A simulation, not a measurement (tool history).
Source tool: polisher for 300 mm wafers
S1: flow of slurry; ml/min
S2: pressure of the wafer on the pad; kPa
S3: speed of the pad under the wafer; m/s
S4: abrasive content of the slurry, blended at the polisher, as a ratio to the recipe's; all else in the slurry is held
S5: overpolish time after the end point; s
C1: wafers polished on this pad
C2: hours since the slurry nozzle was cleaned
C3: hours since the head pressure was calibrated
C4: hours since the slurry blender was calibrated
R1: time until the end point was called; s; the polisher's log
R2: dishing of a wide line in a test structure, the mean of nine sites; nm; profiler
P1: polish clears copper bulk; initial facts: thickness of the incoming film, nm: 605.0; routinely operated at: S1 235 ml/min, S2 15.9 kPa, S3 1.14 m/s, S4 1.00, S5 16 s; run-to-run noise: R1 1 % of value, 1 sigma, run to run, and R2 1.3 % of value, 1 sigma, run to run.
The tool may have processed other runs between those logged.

run   hour   S1    S2    S3    S4  S5    C1     C2     C3     C4       R1      R2
  1   13.0  235  15.9  1.14  1.00  16   931  105.1  490.1  359.3   67.584  71.376
  2   24.6  235  15.9  1.14  1.00  16  1042  116.7  501.7  370.9   66.741  70.486
  3   37.0  235  15.9  1.14  1.00  28  1161  129.1  514.1  383.3   67.355  85.217
  4   44.6  235  15.9  1.14  1.50  16  1234  136.7  521.7  390.9   62.223  72.814
  5   59.7  235  15.9  1.60  1.00  16  1379  151.8  536.8  406.0   47.780  79.916
  6   69.7  235  15.9  1.14  0.75   8  1475  161.8  546.8  416.0   71.627  43.460
  7   77.7  235   6.9  1.14  1.00  16  1552  169.8  554.8  424.0  158.660  36.883
  8   88.4  140   7.6  1.14  1.00  16  1654  180.5  565.5  434.7  149.940  37.651
  9  101.0  235  15.9  0.64  1.00  16  1775  193.1  578.1  447.3  120.820  49.352
     111.3  -- slurry blender recalibrated
 10  112.5  235  20.0  1.14  1.00  16  1885  204.6  589.6    1.3   54.220  81.001
 11  124.9  140  15.9  1.14  1.00  16  2004  217.0  602.0   13.7   71.562  68.601
 12  135.3  235  15.9  1.14  1.00   5  2104  227.4  612.4   24.1   67.655  31.627
 13  143.6  235  15.9  1.14  1.00  16  2184  235.7  620.7   32.4   68.421  69.022
 14  157.0  235  15.9  1.14  1.00  16  2312  249.1  634.1   45.8   67.385  70.516
     165.2  -- head pressure recalibrated
 15  171.1  340  15.9  1.14  1.00  16  2448  263.2    6.0   59.9   64.636  70.337
 16  183.4  235  15.9  1.14  1.00  16  2565  275.5   18.3   72.2   66.637  68.161
 17  190.3  235  15.9  1.14  0.50  16  2632  282.4   25.2   79.1   76.539  65.064
 18  201.9  235  15.9  1.14  1.00  16  2743  294.0   36.8   90.7   66.361  70.057
 19  210.6  235  15.9  1.14  1.00  16  2826  302.7   45.5   99.4   68.086  70.632
 20  217.2  235  15.9  1.14  1.00  16  2890  309.3   52.1  106.0   68.461  68.983
 21  226.1  235  15.9  1.14  1.00  16  2975  318.2   61.0  114.9   68.867  68.195
     234.9  -- head pressure recalibrated
 22  240.1  235  15.9  1.14  1.00  16  3109  332.2    5.3  128.9   70.780  68.686
     249.4  -- worn pad replaced by a new one
 23  250.2  235  15.9  1.14  1.00  16     8  342.3   15.4  139.0   71.890  67.647
 24  257.8  235  15.9  1.14  1.00  16    81  349.9   23.0  146.6   71.166  67.203
 25  265.3  235  15.9  1.14  1.00  16   153  357.4   30.5  154.1   70.429  66.934
 26  278.0  235  15.9  1.14  1.00  16   274  370.1   43.2  166.8   71.206  67.015

What P1 gives has crept away from where it was. These 2 causes fit the log equally well, each at the size given:
A: slurry flow missing at the pad, % = 36.4
B: abrasive missing from the slurry, % = 26.1
The drift started at roughly hour 210.6.
What rules out each remaining cause:
removal rate lost through wear of the pad, %: maintenance at hour 249.4, after the shift began, did not return the process to its former output
head's pressure below its setpoint, %: maintenance at hour 234.9, after the shift began, did not return the process to its former output

Of the 4 check runs below, each run on 5 wafers with the results averaged and each result still a question mark, which one would tell the listed causes apart?
check 1  290.7  235  15.9  1.14  1.45  16                   ?   ?
check 2  290.7  235  15.9  1.14  0.55  16                   ?   ?
check 3  290.7  140  15.9  1.14  1.00  16                   ?   ?
check 4  290.7  235  15.9  1.14  1.35  24                   ?   ?

What each check would give under each cause:
  check  result    if A    if B
check 1      R1  65.893  66.075
check 1      R2  70.335  70.239
check 2      R1  80.871  80.477
check 2      R2  63.096  63.271
check 3      R1  80.111  77.065
check 3      R2  63.434  64.818
check 4      R1  66.950  67.098
check 4      R2  82.677  82.616
Minimum pairwise separation of causes per check, each pair taken at its best-separating result: check 1 0.28 %; check 2 0.49 %; check 3 3.88 %; check 4 0.22 %
Of the check runs offered, only check 3 discriminates between the causes; the rest would read about the same regardless of which cause applies.

Then check 3 was run and gave: R1 79.682 s; R2 63.865 nm. Which cause is it?

The cause is A: slurry flow missing at the pad, %.

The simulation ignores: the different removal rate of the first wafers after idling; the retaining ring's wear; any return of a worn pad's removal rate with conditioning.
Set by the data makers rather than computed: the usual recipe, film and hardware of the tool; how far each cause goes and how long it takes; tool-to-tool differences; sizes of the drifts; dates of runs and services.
